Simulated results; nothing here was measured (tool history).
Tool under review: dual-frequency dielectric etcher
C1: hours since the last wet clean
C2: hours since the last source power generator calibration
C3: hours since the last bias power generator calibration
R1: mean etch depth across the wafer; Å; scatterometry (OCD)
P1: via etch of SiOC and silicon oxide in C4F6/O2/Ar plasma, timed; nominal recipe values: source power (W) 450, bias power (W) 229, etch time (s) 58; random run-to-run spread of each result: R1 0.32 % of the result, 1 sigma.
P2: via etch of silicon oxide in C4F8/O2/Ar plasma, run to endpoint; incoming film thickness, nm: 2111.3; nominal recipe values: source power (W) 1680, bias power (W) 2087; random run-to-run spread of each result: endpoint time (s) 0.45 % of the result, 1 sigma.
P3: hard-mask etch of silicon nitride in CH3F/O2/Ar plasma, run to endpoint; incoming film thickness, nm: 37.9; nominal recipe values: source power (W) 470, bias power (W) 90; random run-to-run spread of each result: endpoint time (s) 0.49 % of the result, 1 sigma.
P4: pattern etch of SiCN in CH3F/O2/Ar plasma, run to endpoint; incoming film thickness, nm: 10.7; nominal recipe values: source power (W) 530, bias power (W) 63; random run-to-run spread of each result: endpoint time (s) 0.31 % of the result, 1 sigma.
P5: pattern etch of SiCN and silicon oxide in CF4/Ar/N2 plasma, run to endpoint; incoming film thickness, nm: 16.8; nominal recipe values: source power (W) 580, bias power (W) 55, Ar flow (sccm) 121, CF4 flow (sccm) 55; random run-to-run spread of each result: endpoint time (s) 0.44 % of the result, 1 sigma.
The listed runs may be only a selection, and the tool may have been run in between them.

{"run": 1, "day": 0.508, "process that ran": "P1", "source power (W)": 450, "bias power (W)": 229, "etch time (s)": 58, "C1": 199.5, "C2": 482.7, "C3": 2140.1, "R1": 747.68}
{"run": 2, "day": 0.812, "process that ran": "P2", "source power (W)": 1680, "bias power (W)": 2087, "C1": 206.8, "C2": 490, "C3": 2147.4, "endpoint time (s)": 441.94}
{"run": 3, "day": 1.238, "process that ran": "P4", "source power (W)": 530, "bias power (W)": 83, "C1": 217, "C2": 500.2, "C3": 2157.6, "endpoint time (s)": 24.402}
{"run": 4, "day": 1.488, "process that ran": "P1", "source power (W)": 540, "bias power (W)": 229, "etch time (s)": 58, "C1": 223, "C2": 506.2, "C3": 2163.6, "R1": 804.7}
{"run": 5, "day": 1.971, "process that ran": "P1", "source power (W)": 450, "bias power (W)": 229, "etch time (s)": 58, "C1": 234.6, "C2": 517.8, "C3": 2175.2, "R1": 751.07}
{"run": 6, "day": 2.35, "process that ran": "P5", "source power (W)": 580, "bias power (W)": 34, "Ar flow (sccm)": 121, "CF4 flow (sccm)": 55, "C1": 243.7, "C2": 526.9, "C3": 2184.3, "endpoint time (s)": 20.643}
{"day": 2.471, "done": "wet clean of the chamber"}
{"run": 7, "day": 2.846, "process that ran": "P5", "source power (W)": 580, "bias power (W)": 55, "Ar flow (sccm)": 75, "CF4 flow (sccm)": 55, "C1": 9, "C2": 538.8, "C3": 2196.2, "endpoint time (s)": 16.425}
{"day": 2.892, "done": "source power generator calibrated"}
{"run": 8, "day": 3.146, "process that ran": "P3", "source power (W)": 470, "bias power (W)": 125, "C1": 16.2, "C2": 6.1, "C3": 2203.4, "endpoint time (s)": 42.346}
{"run": 9, "day": 3.454, "process that ran": "P2", "source power (W)": 1680, "bias power (W)": 2087, "C1": 23.6, "C2": 13.5, "C3": 2210.8, "endpoint time (s)": 443.07}
{"run": 10, "day": 3.867, "process that ran": "P1", "source power (W)": 450, "bias power (W)": 229, "etch time (s)": 58, "C1": 33.5, "C2": 23.4, "C3": 2220.7, "R1": 747.73}
{"run": 11, "day": 4.329, "process that ran": "P4", "source power (W)": 530, "bias power (W)": 63, "C1": 44.6, "C2": 34.5, "C3": 2231.8, "endpoint time (s)": 26.889}
{"run": 12, "day": 4.562, "process that ran": "P1", "source power (W)": 450, "bias power (W)": 229, "etch time (s)": 58, "C1": 50.2, "C2": 40.1, "C3": 2237.4, "R1": 749.95}
{"run": 13, "day": 5.021, "process that ran": "P1", "source power (W)": 570, "bias power (W)": 156, "etch time (s)": 58, "C1": 61.2, "C2": 51.1, "C3": 2248.4, "R1": 724.18}
{"run": 14, "day": 5.296, "process that ran": "P2", "source power (W)": 1680, "bias power (W)": 1459, "C1": 67.8, "C2": 57.7, "C3": 2255, "endpoint time (s)": 489.86}
{"run": 15, "day": 5.546, "process that ran": "P3", "source power (W)": 640, "bias power (W)": 90, "C1": 73.8, "C2": 63.7, "C3": 2261, "endpoint time (s)": 42.599}
{"run": 16, "day": 5.838, "process that ran": "P1", "source power (W)": 450, "bias power (W)": 229, "etch time (s)": 58, "C1": 80.8, "C2": 70.7, "C3": 2268, "R1": 748.71}
{"run": 17, "day": 6.275, "process that ran": "P1", "source power (W)": 450, "bias power (W)": 278, "etch time (s)": 58, "C1": 91.3, "C2": 81.2, "C3": 2278.5, "R1": 801.46}
{"run": 18, "day": 6.504, "process that ran": "P5", "source power (W)": 580, "bias power (W)": 55, "Ar flow (sccm)": 121, "CF4 flow (sccm)": 55, "C1": 96.8, "C2": 86.7, "C3": 2284, "endpoint time (s)": 17.86}
{"run": 19, "day": 6.788, "process that ran": "P1", "source power (W)": 450, "bias power (W)": 229, "etch time (s)": 42.5, "C1": 103.6, "C2": 93.5, "C3": 2290.8, "R1": 551.8}
{"run": 20, "day": 7.271, "process that ran": "P5", "source power (W)": 580, "bias power (W)": 55, "Ar flow (sccm)": 121, "CF4 flow (sccm)": 33, "C1": 115.2, "C2": 105.1, "C3": 2302.4, "endpoint time (s)": 19.532}
{"run": 21, "day": 7.5, "process that ran": "P3", "source power (W)": 470, "bias power (W)": 90, "C1": 120.7, "C2": 110.6, "C3": 2307.9, "endpoint time (s)": 47.395}
{"run": 22, "day": 7.808, "process that ran": "P1", "source power (W)": 450, "bias power (W)": 229, "etch time (s)": 78, "C1": 128.1, "C2": 118, "C3": 2315.3, "R1": 1002.9}
{"run": 23, "day": 8.05, "process that ran": "P1", "source power (W)": 450, "bias power (W)": 160, "etch time (s)": 58, "C1": 133.9, "C2": 123.8, "C3": 2321.1, "R1": 668.46}

Run 24 comes next. What will it give?
{"run": 24, "day": 8.421, "process that ran": "P1", "source power (W)": 450, "bias power (W)": 229, "etch time (s)": 58, "C1": 142.8, "C2": 132.7, "C3": 2330, "R1": "?"}

Run 24 yielded R1 747.7 Å.
